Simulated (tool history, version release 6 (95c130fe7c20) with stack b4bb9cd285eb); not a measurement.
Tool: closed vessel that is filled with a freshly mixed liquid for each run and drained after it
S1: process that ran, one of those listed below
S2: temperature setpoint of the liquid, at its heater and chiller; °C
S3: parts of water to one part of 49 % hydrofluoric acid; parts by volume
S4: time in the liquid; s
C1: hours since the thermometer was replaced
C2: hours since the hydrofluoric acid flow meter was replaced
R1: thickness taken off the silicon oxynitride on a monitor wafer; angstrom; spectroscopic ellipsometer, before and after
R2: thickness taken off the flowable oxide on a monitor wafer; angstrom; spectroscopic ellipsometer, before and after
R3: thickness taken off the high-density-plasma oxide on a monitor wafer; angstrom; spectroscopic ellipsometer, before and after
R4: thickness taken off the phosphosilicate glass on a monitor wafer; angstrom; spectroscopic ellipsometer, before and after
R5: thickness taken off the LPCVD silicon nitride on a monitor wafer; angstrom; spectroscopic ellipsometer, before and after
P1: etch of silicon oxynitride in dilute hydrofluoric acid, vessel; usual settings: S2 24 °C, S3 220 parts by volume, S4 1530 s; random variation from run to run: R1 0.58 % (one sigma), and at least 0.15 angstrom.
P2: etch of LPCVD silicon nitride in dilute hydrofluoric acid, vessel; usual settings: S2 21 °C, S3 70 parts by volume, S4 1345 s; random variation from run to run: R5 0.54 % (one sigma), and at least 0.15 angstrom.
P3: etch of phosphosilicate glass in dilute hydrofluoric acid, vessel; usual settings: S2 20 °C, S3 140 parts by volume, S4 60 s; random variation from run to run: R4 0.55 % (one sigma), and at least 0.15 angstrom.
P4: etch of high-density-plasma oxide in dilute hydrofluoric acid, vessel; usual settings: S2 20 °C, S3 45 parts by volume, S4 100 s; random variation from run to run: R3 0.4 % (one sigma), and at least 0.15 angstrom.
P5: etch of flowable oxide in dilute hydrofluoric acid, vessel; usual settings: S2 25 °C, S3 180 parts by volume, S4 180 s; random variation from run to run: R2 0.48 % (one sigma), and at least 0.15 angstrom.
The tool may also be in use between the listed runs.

run 1 day=0.446 | S1=P1 S2=24 S3=220 S4=1530 | C1=410.3 C2=557.2 | R1=243.18
run 2 day=0.808 | S1=P1 S2=24 S3=220 S4=2450 | C1=419 C2=565.9 | R1=386.17
run 3 day=1.158 | S1=P1 S2=24 S3=220 S4=1530 | C1=427.4 C2=574.3 | R1=241.01
run 4 day=1.562 | S1=P1 S2=24 S3=390 S4=1530 | C1=437.1 C2=584 | R1=122.26
run 5 day=1.775 | S1=P5 S2=25 S3=55 S4=180 | C1=442.2 C2=589.1 | R2=825.37
run 6 day=2.071 | S1=P1 S2=17 S3=220 S4=1530 | C1=449.3 C2=596.2 | R1=174.83
run 7 day=2.371 | S1=P1 S2=24 S3=220 S4=1530 | C1=456.5 C2=603.4 | R1=244.2
run 8 day=2.654 | S1=P4 S2=20 S3=45 S4=100 | C1=463.3 C2=610.2 | R3=161.3
run 9 day=2.892 | S1=P3 S2=20 S3=35 S4=60 | C1=469 C2=615.9 | R4=2821.4
-- day=2.971 thermometer replaced
run 10 day=3.338 | S1=P1 S2=24 S3=220 S4=1530 | C1=8.8 C2=626.6 | R1=240.25
run 11 day=3.575 | S1=P2 S2=21 S3=30 S4=1345 | C1=14.5 C2=632.3 | R5=148.68
run 12 day=3.829 | S1=P1 S2=24 S3=220 S4=1530 | C1=20.6 C2=638.4 | R1=241.44
run 13 day=4.167 | S1=P4 S2=27.5 S3=45 S4=100 | C1=28.7 C2=646.5 | R3=221.15
run 14 day=4.417 | S1=P5 S2=25 S3=180 S4=180 | C1=34.7 C2=652.5 | R2=219.51
run 15 day=4.692 | S1=P1 S2=24 S3=220 S4=1530 | C1=41.3 C2=659.1 | R1=242.61
run 16 day=5.046 | S1=P4 S2=20 S3=45 S4=195 | C1=49.8 C2=667.6 | R3=313.3
run 17 day=5.425 | S1=P2 S2=21 S3=70 S4=145 | C1=58.9 C2=676.7 | R5=6.8209
run 18 day=5.775 | S1=P2 S2=21 S3=70 S4=1345 | C1=67.3 C2=685.1 | R5=65.953
run 19 day=6.225 | S1=P4 S2=20 S3=60 S4=100 | C1=78.1 C2=695.9 | R3=118.11
run 20 day=6.646 | S1=P2 S2=17 S3=70 S4=1345 | C1=88.2 C2=706 | R5=48.997
run 21 day=7.033 | S1=P5 S2=25 S3=180 S4=180 | C1=97.5 C2=715.3 | R2=218.14
run 22 day=7.471 | S1=P3 S2=27.5 S3=140 S4=60 | C1=108 C2=725.8 | R4=834.1
run 23 day=7.717 | S1=P3 S2=20 S3=140 S4=60 | C1=113.9 C2=731.7 | R4=629.87
run 24 day=8.021 | S1=P1 S2=29 S3=220 S4=1530 | C1=121.2 C2=739 | R1=304.37
run 25 day=8.3 | S1=P5 S2=18.5 S3=180 S4=180 | C1=127.9 C2=745.7 | R2=168.81
run 26 day=8.612 | S1=P1 S2=30.5 S3=315 S4=1530 | C1=135.4 C2=753.2 | R1=205.75
run 27 day=8.817 | S1=P1 S2=24 S3=220 S4=1530 | C1=140.3 C2=758.1 | R1=244.01
run 28 day=9.225 | S1=P3 S2=20 S3=140 S4=60 | C1=150.1 C2=767.9 | R4=629.31
run 29 day=9.617 | S1=P1 S2=24 S3=220 S4=480 | C1=159.5 C2=777.3 | R1=76.207
run 30 day=9.817 | S1=P1 S2=24 S3=95 S4=2680 | C1=164.3 C2=782.1 | R1=1088.2
run 31 day=10.162 | S1=P5 S2=25 S3=180 S4=60 | C1=172.6 C2=790.4 | R2=72.699
run 32 day=10.362 | S1=P1 S2=24 S3=140 S4=1530 | C1=177.4 C2=795.2 | R1=405.04
run 33 day=10.65 | S1=P3 S2=20 S3=140 S4=90 | C1=184.3 C2=802.1 | R4=935.77
run 34 day=11.096 | S1=P1 S2=24 S3=220 S4=1530 | C1=195 C2=812.8 | R1=239.74
run 35 day=11.338 | S1=P1 S2=24 S3=220 S4=1530 | C1=200.8 C2=818.6 | R1=236.75
run 36 day=11.579 | S1=P1 S2=24 S3=220 S4=1530 | C1=206.6 C2=824.4 | R1=234.07
run 37 day=11.988 | S1=P1 S2=24 S3=220 S4=1530 | C1=216.4 C2=834.2 | R1=226.66
run 38 day=12.258 | S1=P1 S2=24 S3=220 S4=1530 | C1=222.9 C2=840.7 | R1=225.38
run 39 day=12.675 | S1=P1 S2=24 S3=220 S4=1530 | C1=232.9 C2=850.7 | R1=229.22
run 40 day=13.117 | S1=P1 S2=24 S3=220 S4=1530 | C1=243.5 C2=861.3 | R1=225.64
run 41 day=13.346 | S1=P1 S2=24 S3=220 S4=1530 | C1=249 C2=866.8 | R1=224.73
run 42 day=13.629 | S1=P1 S2=24 S3=220 S4=1530 | C1=255.8 C2=873.6 | R1=224.68
run 43 day=13.946 | S1=P1 S2=24 S3=220 S4=1530 | C1=263.4 C2=881.2 | R1=226.36

What P1 gives has crept away from where it was. These 2 causes fit the log equally well, each at the size given:
A: hydrofluoric acid flow below the setpoint (%) = 6.22
B: liquid colder than its thermometer reads (K) = 1.69
The creep began at about day 11.096.

4 check runs are offered, each on 3 wafers whose results are averaged, their results left as question marks. Which one tells the causes apart?
run check 1 day=14.262 | S1=P3 S2=24.5 S3=65 S4=60 | R4=?
run check 2 day=14.262 | S1=P5 S2=19.5 S3=80 S4=180 | R2=?
run check 3 day=14.262 | S1=P4 S2=27.5 S3=45 S4=175 | R3=?
run check 4 day=14.262 | S1=P2 S2=21 S3=70 S4=295 | R5=?

What each check would give under each cause:
check=check_1 result=R4 if_A=1639.5 if_B=1641
check=check_2 result=R2 if_A=412.54 if_B=412.18
check=check_3 result=R3 if_A=359.67 if_B=359.69
check=check_4 result=R5 if_A=13.464 if_B=12.762
How far apart the two closest causes lie, in the result that separates them most: check 1 0.09 %; check 2 0.09 %; check 3 0.01 %; check 4 5.36 %
Check 4 tells the causes apart: in the others they would give nearly the same result.

Then check 4 was run and gave: R5 12.698 angstrom. Which cause is it?

It is B: liquid colder than its thermometer reads (K).
